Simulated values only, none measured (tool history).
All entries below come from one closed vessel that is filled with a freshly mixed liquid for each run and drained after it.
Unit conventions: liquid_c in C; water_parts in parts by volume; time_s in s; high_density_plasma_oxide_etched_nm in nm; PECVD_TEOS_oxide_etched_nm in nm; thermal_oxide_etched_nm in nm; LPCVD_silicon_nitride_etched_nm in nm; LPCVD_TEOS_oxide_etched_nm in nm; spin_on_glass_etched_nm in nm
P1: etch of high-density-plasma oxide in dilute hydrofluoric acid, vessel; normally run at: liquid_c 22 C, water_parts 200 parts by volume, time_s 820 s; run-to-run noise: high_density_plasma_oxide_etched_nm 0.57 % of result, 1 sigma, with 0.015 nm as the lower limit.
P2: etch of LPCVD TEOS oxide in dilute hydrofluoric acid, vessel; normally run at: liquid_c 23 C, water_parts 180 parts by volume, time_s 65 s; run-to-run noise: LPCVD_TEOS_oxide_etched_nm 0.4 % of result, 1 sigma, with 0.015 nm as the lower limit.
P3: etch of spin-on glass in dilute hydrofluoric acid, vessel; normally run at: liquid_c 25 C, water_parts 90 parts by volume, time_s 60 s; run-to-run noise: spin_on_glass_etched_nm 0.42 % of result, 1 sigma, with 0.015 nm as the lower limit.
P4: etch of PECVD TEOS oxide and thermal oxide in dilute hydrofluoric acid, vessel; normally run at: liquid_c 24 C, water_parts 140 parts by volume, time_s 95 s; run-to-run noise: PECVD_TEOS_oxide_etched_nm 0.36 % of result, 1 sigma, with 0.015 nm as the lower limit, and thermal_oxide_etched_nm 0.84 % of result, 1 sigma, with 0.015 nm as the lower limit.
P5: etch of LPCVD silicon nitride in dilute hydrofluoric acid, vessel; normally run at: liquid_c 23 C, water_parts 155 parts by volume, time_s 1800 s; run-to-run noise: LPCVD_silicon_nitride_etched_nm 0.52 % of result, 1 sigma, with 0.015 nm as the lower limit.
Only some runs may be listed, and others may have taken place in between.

run	hour	process	liquid_c	water_parts	time_s	hours since the thermometer was replaced	hours since the hydrofluoric acid flow meter was replaced	high_density_plasma_oxide_etched_nm	PECVD_TEOS_oxide_etched_nm	thermal_oxide_etched_nm	LPCVD_silicon_nitride_etched_nm	LPCVD_TEOS_oxide_etched_nm	spin_on_glass_etched_nm
1	4.5	P1	22	200	820	484.7	1569.6	17.091					
2	8.6	P4	24	140	160	488.8	1573.7		30.849	5.1797			
3	13.2	P4	24	55	95	493.4	1578.3		51.946	8.6838			
4	16.7	P5	23	155	1800	496.9	1581.8				5.049		
5	21.7	P4	31	140	95	501.9	1586.8		23.784	3.9867			
6	24.8	P2	23	180	65	505	1589.9					8.2129	
7	29.6	P2	23	180	30	509.8	1594.7					3.8162	
8	34.5	P5	23	55	1800	514.7	1599.6				13.872		
9	37.6	P1	17	200	1185	517.8	1602.7	20.447					
10	42.1	P2	28.5	180	65	522.3	1607.2					10.087	
11	48.2	P5	30.5	155	1800	528.4	1613.3				8.078		
12	51	P3	20	90	60	531.2	1616.1						19.386
13	53.9	P5	23	155	1800	534.1	1619				5.0571		
14	59.2	P3	25	90	60	539.4	1624.3						23.821
15	63.3	P3	25	90	60	543.5	1628.4						23.755
16	67.9	P1	22	200	1465	548.1	1633	30.821					
17	72.6	P1	22	200	820	552.8	1637.7	17.166					
18	76.8	P1	22	115	820	557	1641.9	32.728					
19	82.5	P2	23	180	65	562.7	1647.6					8.2238	

Run 20 is up next; what results do you expect?
20	88.6	P2	23	255	65	568.8	1653.7					?	

Run 20 gave LPCVD_TEOS_oxide_etched_nm 5.3836 nm.
